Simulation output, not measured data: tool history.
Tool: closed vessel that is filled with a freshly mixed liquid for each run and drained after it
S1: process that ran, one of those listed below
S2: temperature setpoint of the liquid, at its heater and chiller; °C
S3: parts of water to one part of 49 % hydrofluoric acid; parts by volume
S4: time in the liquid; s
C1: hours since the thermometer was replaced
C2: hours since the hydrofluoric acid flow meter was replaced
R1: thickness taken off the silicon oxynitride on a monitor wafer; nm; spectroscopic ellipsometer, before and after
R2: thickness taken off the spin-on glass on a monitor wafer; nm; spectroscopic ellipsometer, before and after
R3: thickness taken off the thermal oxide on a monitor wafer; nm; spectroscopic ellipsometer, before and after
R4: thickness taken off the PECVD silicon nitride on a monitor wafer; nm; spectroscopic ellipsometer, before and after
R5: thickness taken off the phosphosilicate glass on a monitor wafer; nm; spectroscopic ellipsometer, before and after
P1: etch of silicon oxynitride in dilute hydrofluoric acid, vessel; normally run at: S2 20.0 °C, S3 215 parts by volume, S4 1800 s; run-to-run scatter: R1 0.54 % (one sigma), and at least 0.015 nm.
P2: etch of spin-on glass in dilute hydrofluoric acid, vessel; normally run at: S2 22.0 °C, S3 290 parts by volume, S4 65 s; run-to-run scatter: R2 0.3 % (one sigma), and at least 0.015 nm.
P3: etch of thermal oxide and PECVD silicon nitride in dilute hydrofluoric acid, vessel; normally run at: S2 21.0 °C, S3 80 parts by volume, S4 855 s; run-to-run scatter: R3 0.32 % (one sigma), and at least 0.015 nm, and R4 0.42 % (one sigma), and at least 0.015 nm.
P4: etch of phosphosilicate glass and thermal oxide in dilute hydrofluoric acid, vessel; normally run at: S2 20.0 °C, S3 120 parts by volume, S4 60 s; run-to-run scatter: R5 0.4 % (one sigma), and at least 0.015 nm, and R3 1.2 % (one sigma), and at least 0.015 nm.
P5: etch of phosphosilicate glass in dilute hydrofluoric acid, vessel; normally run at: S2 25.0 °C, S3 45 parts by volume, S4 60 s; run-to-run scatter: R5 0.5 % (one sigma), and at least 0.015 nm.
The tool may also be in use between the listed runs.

run 1 hour=7.1 | S1=P1 S2=20.0 S3=215 S4=1800 | C1=503.6 C2=1506.7 | R1=10.9490
run 2 hour=18.0 | S1=P2 S2=22.0 S3=290 S4=65 | C1=514.5 C2=1517.6 | R2=7.9141
-- hour=26.1 hydrofluoric acid flow meter replaced
run 3 hour=26.7 | S1=P2 S2=22.0 S3=290 S4=30 | C1=523.2 C2=0.7 | R2=3.6554
run 4 hour=36.8 | S1=P3 S2=21.0 S3=80 S4=855 | C1=533.3 C2=10.8 | R3=46.5130 R4=40.3080
run 5 hour=45.4 | S1=P2 S2=22.0 S3=60 S4=65 | C1=541.9 C2=19.4 | R2=48.7330
run 6 hour=54.5 | S1=P2 S2=29.0 S3=290 S4=65 | C1=551.0 C2=28.5 | R2=10.0510
run 7 hour=62.1 | S1=P1 S2=20.0 S3=215 S4=3190 | C1=558.6 C2=36.1 | R1=19.3490
run 8 hour=70.7 | S1=P1 S2=20.0 S3=215 S4=1800 | C1=567.2 C2=44.7 | R1=10.8970
run 9 hour=81.7 | S1=P5 S2=17.5 S3=45 S4=60 | C1=578.2 C2=55.7 | R5=210.470
run 10 hour=88.0 | S1=P4 S2=20.0 S3=120 S4=100 | C1=584.5 C2=62.0 | R3=3.0574 R5=141.990
run 11 hour=95.1 | S1=P4 S2=25.0 S3=120 S4=60 | C1=591.6 C2=69.1 | R3=2.2865 R5=102.910
run 12 hour=104.7 | S1=P4 S2=20.0 S3=120 S4=60 | C1=601.2 C2=78.7 | R3=1.8473 R5=84.666
run 13 hour=114.0 | S1=P5 S2=25.0 S3=45 S4=60 | C1=610.5 C2=88.0 | R5=289.050
run 14 hour=122.4 | S1=P5 S2=25.0 S3=45 S4=60 | C1=618.9 C2=96.4 | R5=290.410
run 15 hour=129.4 | S1=P1 S2=20.0 S3=40 S4=1800 | C1=625.9 C2=103.4 | R1=66.6490
run 16 hour=137.4 | S1=P3 S2=21.0 S3=80 S4=90 | C1=633.9 C2=111.4 | R3=4.8702 R4=4.1938
run 17 hour=145.0 | S1=P1 S2=20.0 S3=300 S4=1800 | C1=641.5 C2=119.0 | R1=7.3507
run 18 hour=155.4 | S1=P3 S2=21.0 S3=80 S4=855 | C1=651.9 C2=129.4 | R3=46.3710 R4=40.1920
run 19 hour=162.8 | S1=P3 S2=21.0 S3=20 S4=855 | C1=659.3 C2=136.8 | R3=200.1300 R4=153.6400
run 20 hour=168.3 | S1=P1 S2=20.0 S3=215 S4=1800 | C1=664.8 C2=142.3 | R1=10.9740

The next listed run, before its measurement:
run 21 hour=177.8 | S1=P5 S2=25.0 S3=75 S4=60 | C1=674.3 C2=151.8 | R5=?

R5: 165.880 nm
